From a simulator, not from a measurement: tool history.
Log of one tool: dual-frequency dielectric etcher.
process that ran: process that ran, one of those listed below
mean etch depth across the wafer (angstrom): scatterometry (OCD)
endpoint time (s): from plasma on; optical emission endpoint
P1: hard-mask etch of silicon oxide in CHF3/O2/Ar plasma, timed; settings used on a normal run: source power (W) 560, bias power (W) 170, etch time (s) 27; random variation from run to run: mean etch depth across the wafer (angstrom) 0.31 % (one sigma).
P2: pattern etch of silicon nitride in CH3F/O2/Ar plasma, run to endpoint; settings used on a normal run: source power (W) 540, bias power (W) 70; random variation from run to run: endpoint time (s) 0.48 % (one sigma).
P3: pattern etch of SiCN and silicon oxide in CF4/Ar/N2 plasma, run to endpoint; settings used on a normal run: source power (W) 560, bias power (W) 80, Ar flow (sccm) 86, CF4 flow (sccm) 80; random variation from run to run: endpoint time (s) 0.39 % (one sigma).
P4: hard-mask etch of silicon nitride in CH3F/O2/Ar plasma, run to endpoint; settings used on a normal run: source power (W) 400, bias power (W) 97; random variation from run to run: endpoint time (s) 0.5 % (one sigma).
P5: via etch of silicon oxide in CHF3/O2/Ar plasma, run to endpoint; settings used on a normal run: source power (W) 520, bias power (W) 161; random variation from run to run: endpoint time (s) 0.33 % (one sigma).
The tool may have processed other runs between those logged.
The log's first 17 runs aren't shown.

| run | hour | process that ran | source power (W) | bias power (W) | etch time (s) | Ar flow (sccm) | CF4 flow (sccm) | hours since the last wet clean | hours since the last source power generator calibration | hours since the last bias power generator calibration | mean etch depth across the wafer (angstrom) | endpoint time (s) |
|---|---|---|---|---|---|---|---|---|---|---|---|---|
| 18 | 186.6 | P1 | 560 | 110 | 27 |  |  | 526.6 | 1828.8 | 1132.3 | 455.04 |  |
| 19 | 196.6 | P2 | 310 | 70 |  |  |  | 536.6 | 1838.8 | 1142.3 |  | 36.688 |
| 20 | 205.8 | P1 | 560 | 170 | 27 |  |  | 545.8 | 1848 | 1151.5 | 519.88 |  |
| 21 | 217.1 | P1 | 780 | 210 | 27 |  |  | 557.1 | 1859.3 | 1162.8 | 635.86 |  |
| 22 | 224.5 | P4 | 400 | 97 |  |  |  | 564.5 | 1866.7 | 1170.2 |  | 50.482 |
| 23 | 239.6 | P1 | 560 | 170 | 16 |  |  | 579.6 | 1881.8 | 1185.3 | 309.42 |  |
| 24 | 246.9 | P1 | 560 | 170 | 40 |  |  | 586.9 | 1889.1 | 1192.6 | 775.1 |  |
| 25 | 254.9 | P1 | 560 | 170 | 27 |  |  | 594.9 | 1897.1 | 1200.6 | 520.01 |  |
|  | 260.6 | bias power generator calibrated |
| 26 | 269.3 | P5 | 730 | 161 |  |  |  | 609.3 | 1911.5 | 8.8 |  | 306.21 |
| 27 | 282.4 | P3 | 560 | 80 |  | 56 | 80 | 622.4 | 1924.6 | 21.9 |  | 10.571 |
| 28 | 294.4 | P1 | 560 | 170 | 27 |  |  | 634.4 | 1936.6 | 33.9 | 521.19 |  |
| 29 | 302.8 | P1 | 560 | 209 | 27 |  |  | 642.8 | 1945 | 42.3 | 563.54 |  |
| 30 | 310.1 | P1 | 380 | 170 | 27 |  |  | 650.1 | 1952.3 | 49.6 | 452 |  |
| 31 | 319 | P4 | 400 | 97 |  |  |  | 659 | 1961.2 | 58.5 |  | 50.594 |
| 32 | 327.5 | P1 | 560 | 170 | 27 |  |  | 667.5 | 1969.7 | 67 | 519.96 |  |
| 33 | 337.4 | P1 | 560 | 170 | 27 |  |  | 677.4 | 1979.6 | 76.9 | 518.41 |  |
| 34 | 345.5 | P1 | 560 | 170 | 27 |  |  | 685.5 | 1987.7 | 85 | 514.11 |  |
| 35 | 360.4 | P1 | 560 | 170 | 27 |  |  | 700.4 | 2002.6 | 99.9 | 515.68 |  |

Predict the results of run 36:
|  | 368.4 | wet clean of the chamber |
| 36 | 376.3 | P1 | 560 | 170 | 27 |  |  | 7.9 | 2018.5 | 115.8 | ? |  |

{"run 36": {"mean etch depth across the wafer (angstrom)": 512.25}}
